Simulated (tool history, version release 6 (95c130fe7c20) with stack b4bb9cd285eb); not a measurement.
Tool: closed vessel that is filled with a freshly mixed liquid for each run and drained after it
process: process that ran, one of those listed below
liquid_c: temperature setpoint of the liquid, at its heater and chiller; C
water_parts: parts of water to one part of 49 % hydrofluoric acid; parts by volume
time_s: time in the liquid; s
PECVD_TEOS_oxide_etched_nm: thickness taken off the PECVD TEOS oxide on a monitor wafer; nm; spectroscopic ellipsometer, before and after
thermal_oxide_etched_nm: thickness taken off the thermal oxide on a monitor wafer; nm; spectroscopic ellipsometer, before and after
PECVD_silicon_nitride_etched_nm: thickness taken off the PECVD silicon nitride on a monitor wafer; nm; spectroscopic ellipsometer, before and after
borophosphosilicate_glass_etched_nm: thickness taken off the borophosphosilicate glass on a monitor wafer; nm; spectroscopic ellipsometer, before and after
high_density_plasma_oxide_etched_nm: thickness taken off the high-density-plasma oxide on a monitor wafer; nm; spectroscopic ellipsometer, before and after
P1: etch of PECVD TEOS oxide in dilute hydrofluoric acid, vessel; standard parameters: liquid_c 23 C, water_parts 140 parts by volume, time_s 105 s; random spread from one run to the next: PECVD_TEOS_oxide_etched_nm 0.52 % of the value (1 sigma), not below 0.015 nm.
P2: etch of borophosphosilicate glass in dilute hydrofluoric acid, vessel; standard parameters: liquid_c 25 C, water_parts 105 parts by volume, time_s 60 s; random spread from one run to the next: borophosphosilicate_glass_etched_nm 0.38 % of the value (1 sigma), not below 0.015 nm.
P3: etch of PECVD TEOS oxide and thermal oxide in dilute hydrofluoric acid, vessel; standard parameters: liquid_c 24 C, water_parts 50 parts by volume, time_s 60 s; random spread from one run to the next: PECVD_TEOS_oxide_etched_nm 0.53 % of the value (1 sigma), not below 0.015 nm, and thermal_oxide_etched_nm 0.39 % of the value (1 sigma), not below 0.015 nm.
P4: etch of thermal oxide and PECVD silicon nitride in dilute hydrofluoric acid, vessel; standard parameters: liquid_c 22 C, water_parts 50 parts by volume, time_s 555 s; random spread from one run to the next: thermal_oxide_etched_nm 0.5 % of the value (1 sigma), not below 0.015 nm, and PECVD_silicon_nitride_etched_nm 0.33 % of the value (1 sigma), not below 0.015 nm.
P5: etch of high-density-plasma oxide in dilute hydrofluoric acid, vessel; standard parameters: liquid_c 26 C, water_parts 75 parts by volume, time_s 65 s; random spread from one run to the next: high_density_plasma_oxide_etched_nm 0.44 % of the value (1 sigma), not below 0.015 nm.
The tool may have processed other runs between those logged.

run   hour  process  liquid_c  water_parts  time_s  PECVD_TEOS_oxide_etched_nm  thermal_oxide_etched_nm  PECVD_silicon_nitride_etched_nm  borophosphosilicate_glass_etched_nm  high_density_plasma_oxide_etched_nm
  1    3.8       P1        23          140     105                      17.968
  2    8.5       P1        23          140     105                      17.998
  3     12       P4        22           20     555                                               133.56                           69.762
  4   18.5       P3        24           50     110                      28.502                   11.236
  5   24.5       P2        25          105      60                                                                                                                     37.211
  6   31.4       P4        22           50     555                                               52.003                           28.617
  7   38.8       P1        23          140     105                      17.981
  8   42.5       P5        30           75      65                                                                                                                                                           9.229
  9   46.9       P1        23           35     105                      82.066
 10   52.4       P3        24           80      60                      9.3626                   3.6942
 11   58.5       P3        24           50      60                      15.377                    6.159
 12   63.2       P2        25           45      60                                                                                                                     93.533
 13   68.4       P5        26           75      30                                                                                                                                                          3.6556
 14   73.6       P4        22           50     555                                               51.536                           28.699
 15   77.5       P1        19          225     105                      8.7693
 16     84       P2        17          105      60                                                                                                                     26.766
 17   87.8       P4        29           50     555                                               69.381                           45.573
 18   91.4       P2        25          105      60                                                                                                                     36.977
 19   95.5       P5        26          140      65                                                                                                                                                          3.8674
 20   99.4       P1        23          140     105                      18.009
 21  104.7       P3        24           50      60                      15.471                   6.1354
 22  112.1       P1      17.5          140     105                      14.423
 23  117.3       P3      29.5           50      60                      19.354                   7.7402
 24  124.7       P1        29          140     105                       22.64
 25  131.1       P2        25          105     105                                                                                                                     64.725
 26  136.7       P1        23          205     105                      11.417
 27  143.3       P1        23          220     150                       14.96
 28  149.6       P1        23          140      30                      5.0791
 29  154.3       P1        23          140     170                      28.944

Run 30, settings as shown, results not yet in. Your forecast:
 30  158.9       P4        22           50    1100                                                    ?                                ?

Run 30 came out at thermal_oxide_etched_nm 103.24 nm, PECVD_silicon_nitride_etched_nm 56.326 nm.
